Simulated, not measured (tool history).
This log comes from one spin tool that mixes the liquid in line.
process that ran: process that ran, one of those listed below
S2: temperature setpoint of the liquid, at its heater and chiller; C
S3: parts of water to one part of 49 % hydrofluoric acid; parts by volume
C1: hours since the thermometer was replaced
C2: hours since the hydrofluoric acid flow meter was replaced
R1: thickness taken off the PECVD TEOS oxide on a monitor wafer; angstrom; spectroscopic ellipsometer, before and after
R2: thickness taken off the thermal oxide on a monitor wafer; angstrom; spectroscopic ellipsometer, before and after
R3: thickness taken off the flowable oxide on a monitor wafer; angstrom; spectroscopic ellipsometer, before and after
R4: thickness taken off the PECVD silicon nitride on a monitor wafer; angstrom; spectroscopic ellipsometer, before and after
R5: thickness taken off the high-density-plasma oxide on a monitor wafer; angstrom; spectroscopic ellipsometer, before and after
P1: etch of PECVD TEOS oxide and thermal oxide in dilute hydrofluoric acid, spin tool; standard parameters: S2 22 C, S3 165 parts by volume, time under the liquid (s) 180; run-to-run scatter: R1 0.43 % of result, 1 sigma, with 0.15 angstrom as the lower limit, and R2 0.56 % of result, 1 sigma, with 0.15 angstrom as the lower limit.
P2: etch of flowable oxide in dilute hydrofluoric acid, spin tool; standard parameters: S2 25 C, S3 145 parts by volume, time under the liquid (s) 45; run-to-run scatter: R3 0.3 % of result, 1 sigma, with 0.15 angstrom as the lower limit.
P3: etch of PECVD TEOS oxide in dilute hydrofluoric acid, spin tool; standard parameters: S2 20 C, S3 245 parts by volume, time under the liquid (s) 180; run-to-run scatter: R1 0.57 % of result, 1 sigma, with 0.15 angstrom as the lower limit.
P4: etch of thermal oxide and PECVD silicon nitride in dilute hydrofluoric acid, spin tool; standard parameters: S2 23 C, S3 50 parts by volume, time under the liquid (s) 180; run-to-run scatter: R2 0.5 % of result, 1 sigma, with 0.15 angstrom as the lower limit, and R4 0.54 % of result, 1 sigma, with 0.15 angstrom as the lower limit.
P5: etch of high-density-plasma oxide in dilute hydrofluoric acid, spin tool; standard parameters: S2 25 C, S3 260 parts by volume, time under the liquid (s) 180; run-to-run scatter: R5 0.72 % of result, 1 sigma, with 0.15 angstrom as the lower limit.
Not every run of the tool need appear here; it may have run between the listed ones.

run 1 hour=4.1 | process_that_ran=P1 S2=22 S3=165 time_under_the_liquid_(s)=180 | C1=663.8 C2=503.7 | R1=116.26 R2=45.626
run 2 hour=9.9 | process_that_ran=P3 S2=20 S3=245 time_under_the_liquid_(s)=65 | C1=669.6 C2=509.5 | R1=18.064
run 3 hour=16.5 | process_that_ran=P1 S2=17 S3=165 time_under_the_liquid_(s)=180 | C1=676.2 C2=516.1 | R1=96.277 R2=37.591
run 4 hour=22.4 | process_that_ran=P2 S2=25 S3=145 time_under_the_liquid_(s)=45 | C1=682.1 C2=522 | R3=92.072
run 5 hour=30.1 | process_that_ran=P4 S2=23 S3=50 time_under_the_liquid_(s)=180 | C1=689.8 C2=529.7 | R2=170.74 R4=76.821
run 6 hour=37.3 | process_that_ran=P5 S2=25 S3=260 time_under_the_liquid_(s)=180 | C1=697 C2=536.9 | R5=36.031
run 7 hour=45.1 | process_that_ran=P1 S2=18.5 S3=165 time_under_the_liquid_(s)=265 | C1=704.8 C2=544.7 | R1=149.29 R2=58.827
run 8 hour=51.4 | process_that_ran=P1 S2=22 S3=95 time_under_the_liquid_(s)=75 | C1=711.1 C2=551 | R1=91.3 R2=35.805
run 9 hour=57.2 | process_that_ran=P1 S2=22 S3=165 time_under_the_liquid_(s)=180 | C1=716.9 C2=556.8 | R1=116.34 R2=45.725
run 10 hour=63 | process_that_ran=P2 S2=25 S3=145 time_under_the_liquid_(s)=70 | C1=722.7 C2=562.6 | R3=143.95
run 11 hour=67.3 | process_that_ran=P1 S2=22 S3=165 time_under_the_liquid_(s)=180 | C1=727 C2=566.9 | R1=117.05 R2=45.667
run 12 hour=72.8 | process_that_ran=P2 S2=18 S3=145 time_under_the_liquid_(s)=45 | C1=732.5 C2=572.4 | R3=70.04
run 13 hour=78.4 | process_that_ran=P5 S2=25 S3=260 time_under_the_liquid_(s)=180 | C1=738.1 C2=578 | R5=36.556
run 14 hour=81.8 | process_that_ran=P1 S2=22 S3=165 time_under_the_liquid_(s)=45 | C1=741.5 C2=581.4 | R1=29.54 R2=11.384
run 15 hour=86.8 | process_that_ran=P1 S2=22 S3=275 time_under_the_liquid_(s)=180 | C1=746.5 C2=586.4 | R1=62.86 R2=24.547
run 16 hour=94.5 | process_that_ran=P5 S2=25 S3=125 time_under_the_liquid_(s)=180 | C1=754.2 C2=594.1 | R5=87.584
run 17 hour=99.7 | process_that_ran=P3 S2=20 S3=410 time_under_the_liquid_(s)=180 | C1=759.4 C2=599.3 | R1=25.302
run 18 hour=105.8 | process_that_ran=P3 S2=17 S3=245 time_under_the_liquid_(s)=180 | C1=765.5 C2=605.4 | R1=44.288
run 19 hour=109.8 | process_that_ran=P1 S2=17.5 S3=165 time_under_the_liquid_(s)=15 | C1=769.5 C2=609.4 | R1=7.9391 R2=3.3189
run 20 hour=114.1 | process_that_ran=P3 S2=20 S3=245 time_under_the_liquid_(s)=180 | C1=773.8 C2=613.7 | R1=49.411
run 21 hour=119.1 | process_that_ran=P4 S2=31.5 S3=50 time_under_the_liquid_(s)=180 | C1=778.8 C2=618.7 | R2=240.38 R4=133.97
run 22 hour=122.5 | process_that_ran=P2 S2=25 S3=145 time_under_the_liquid_(s)=45 | C1=782.2 C2=622.1 | R3=92.384
run 23 hour=126.1 | process_that_ran=P1 S2=22 S3=45 time_under_the_liquid_(s)=180 | C1=785.8 C2=625.7 | R1=491.2 R2=194.18
run 24 hour=130.5 | process_that_ran=P2 S2=25 S3=60 time_under_the_liquid_(s)=45 | C1=790.2 C2=630.1 | R3=246.58
run 25 hour=137.9 | process_that_ran=P5 S2=32.5 S3=260 time_under_the_liquid_(s)=180 | C1=797.6 C2=637.5 | R5=47.253
run 26 hour=144 | process_that_ran=P4 S2=23 S3=90 time_under_the_liquid_(s)=180 | C1=803.7 C2=643.6 | R2=89.834 R4=43.233
run 27 hour=150.1 | process_that_ran=P5 S2=25 S3=260 time_under_the_liquid_(s)=15 | C1=809.8 C2=649.7 | R5=3.0521
run 28 hour=153.8 | process_that_ran=P3 S2=20 S3=245 time_under_the_liquid_(s)=180 | C1=813.5 C2=653.4 | R1=49.364
run 29 hour=160.9 | process_that_ran=P1 S2=29 S3=165 time_under_the_liquid_(s)=180 | C1=820.6 C2=660.5 | R1=151.21 R2=59.136
run 30 hour=167 | process_that_ran=P1 S2=22 S3=165 time_under_the_liquid_(s)=335 | C1=826.7 C2=666.6 | R1=216.95 R2=84.789
run 31 hour=173.3 | process_that_ran=P4 S2=23 S3=50 time_under_the_liquid_(s)=60 | C1=833 C2=672.9 | R2=57.32 R4=25.527
run 32 hour=178.1 | process_that_ran=P1 S2=22 S3=165 time_under_the_liquid_(s)=180 | C1=837.8 C2=677.7 | R1=115.61 R2=46.064
run 33 hour=182.2 | process_that_ran=P1 S2=22 S3=165 time_under_the_liquid_(s)=180 | C1=841.9 C2=681.8 | R1=117.62 R2=45.653
run 34 hour=189 | process_that_ran=P1 S2=22 S3=165 time_under_the_liquid_(s)=180 | C1=848.7 C2=688.6 | R1=113.88 R2=45.116
run 35 hour=195 | process_that_ran=P1 S2=22 S3=165 time_under_the_liquid_(s)=180 | C1=854.7 C2=694.6 | R1=112.89 R2=44.384
run 36 hour=201.6 | process_that_ran=P1 S2=22 S3=165 time_under_the_liquid_(s)=180 | C1=861.3 C2=701.2 | R1=111.94 R2=43.705
run 37 hour=206.7 | process_that_ran=P1 S2=22 S3=165 time_under_the_liquid_(s)=180 | C1=866.4 C2=706.3 | R1=110.91 R2=43.389
run 38 hour=210.3 | process_that_ran=P1 S2=22 S3=165 time_under_the_liquid_(s)=180 | C1=870 C2=709.9 | R1=111.6 R2=43.386
run 39 hour=216.1 | process_that_ran=P1 S2=22 S3=165 time_under_the_liquid_(s)=180 | C1=875.8 C2=715.7 | R1=110.84 R2=42.912
run 40 hour=220.6 | process_that_ran=P1 S2=22 S3=165 time_under_the_liquid_(s)=180 | C1=880.3 C2=720.2 | R1=110.02 R2=43.314
run 41 hour=224 | process_that_ran=P1 S2=22 S3=165 time_under_the_liquid_(s)=180 | C1=883.7 C2=723.6 | R1=109.98 R2=43.481
run 42 hour=230.9 | process_that_ran=P1 S2=22 S3=165 time_under_the_liquid_(s)=180 | C1=890.6 C2=730.5 | R1=110.05 R2=43.19
run 43 hour=237.3 | process_that_ran=P1 S2=22 S3=165 time_under_the_liquid_(s)=180 | C1=897 C2=736.9 | R1=110.33 R2=43.292

What P1 gives has crept away from where it was. These 2 causes fit the log equally well, each at the size given:
A: hydrofluoric acid flow below the setpoint (%) = 4.77
B: liquid colder than its thermometer reads (K) = 1.48
The creep began at about hour 182.2.

Question marks stand in for the results of the 4 check runs listed below, each run on one wafer. Under which run would the listed causes show clearly different results?
run check 1 hour=243.7 | process_that_ran=P5 S2=25 S3=125 time_under_the_liquid_(s)=180 | R5=?
run check 2 hour=243.7 | process_that_ran=P2 S2=20.5 S3=145 time_under_the_liquid_(s)=45 | R3=?
run check 3 hour=243.7 | process_that_ran=P4 S2=27 S3=85 time_under_the_liquid_(s)=180 | R2=? R4=?
run check 4 hour=243.7 | process_that_ran=P3 S2=17 S3=245 time_under_the_liquid_(s)=180 | R1=?

What each check would give under each cause:
check=check_1 result=R5 if_A=83.627 if_B=83.541
check=check_2 result=R3 if_A=72.97 if_B=72.773
check=check_3 result=R2 if_A=106.72 if_B=106.34
check=check_3 result=R4 if_A=56.503 if_B=53.864
check=check_4 result=R1 if_A=41.631 if_B=41.69
Per-check spread between the two closest causes, in the result where they differ most: check 1 0.1 %; check 2 0.27 %; check 3 4.78 %; check 4 0.14 %
Only check 3 tells the causes apart: in the others they would give nearly the same result.

After running check 3, the following was obtained: R2 107.24 angstrom; R4 56.815 angstrom. Which cause does this point to?

Of the candidate causes, it is A: hydrofluoric acid flow below the setpoint (%).
